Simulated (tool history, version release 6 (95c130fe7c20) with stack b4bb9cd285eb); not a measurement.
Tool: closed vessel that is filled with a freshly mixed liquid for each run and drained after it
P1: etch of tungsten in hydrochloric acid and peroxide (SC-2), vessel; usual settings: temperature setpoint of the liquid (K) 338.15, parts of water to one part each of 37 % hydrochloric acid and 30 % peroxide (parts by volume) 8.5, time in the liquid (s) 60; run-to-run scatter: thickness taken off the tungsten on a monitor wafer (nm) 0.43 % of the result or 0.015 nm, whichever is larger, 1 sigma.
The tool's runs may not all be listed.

run	hour	temperature setpoint of the liquid (K)	parts of water to one part each of 37 % hydrochloric acid and 30 % peroxide (parts by volume)	time in the liquid (s)	thickness taken off the tungsten on a monitor wafer (nm)
1	6.6	338.15	8.5	60	37.189
2	14	338.15	15	60	22.954
3	20.5	338.15	8.5	30	18.489
4	24.4	338.15	8.5	60	36.984
5	31.9	324.15	8.5	60	15.237
6	39.3	345.15	13.5	60	38.305
7	46.4	338.15	8.5	100	61.47
8	50.7	338.15	8.5	60	37.171
9	58.8	338.15	8.5	60	37.156
10	67.6	338.15	8.5	60	37.227
11	76.2	345.15	8.5	60	56.428
12	82.9	338.15	4	60	64.905

Run 13 comes next. What will it give?
13	91.8	338.15	8.5	60	?

Run 13 gave thickness taken off the tungsten on a monitor wafer (nm) 36.885.

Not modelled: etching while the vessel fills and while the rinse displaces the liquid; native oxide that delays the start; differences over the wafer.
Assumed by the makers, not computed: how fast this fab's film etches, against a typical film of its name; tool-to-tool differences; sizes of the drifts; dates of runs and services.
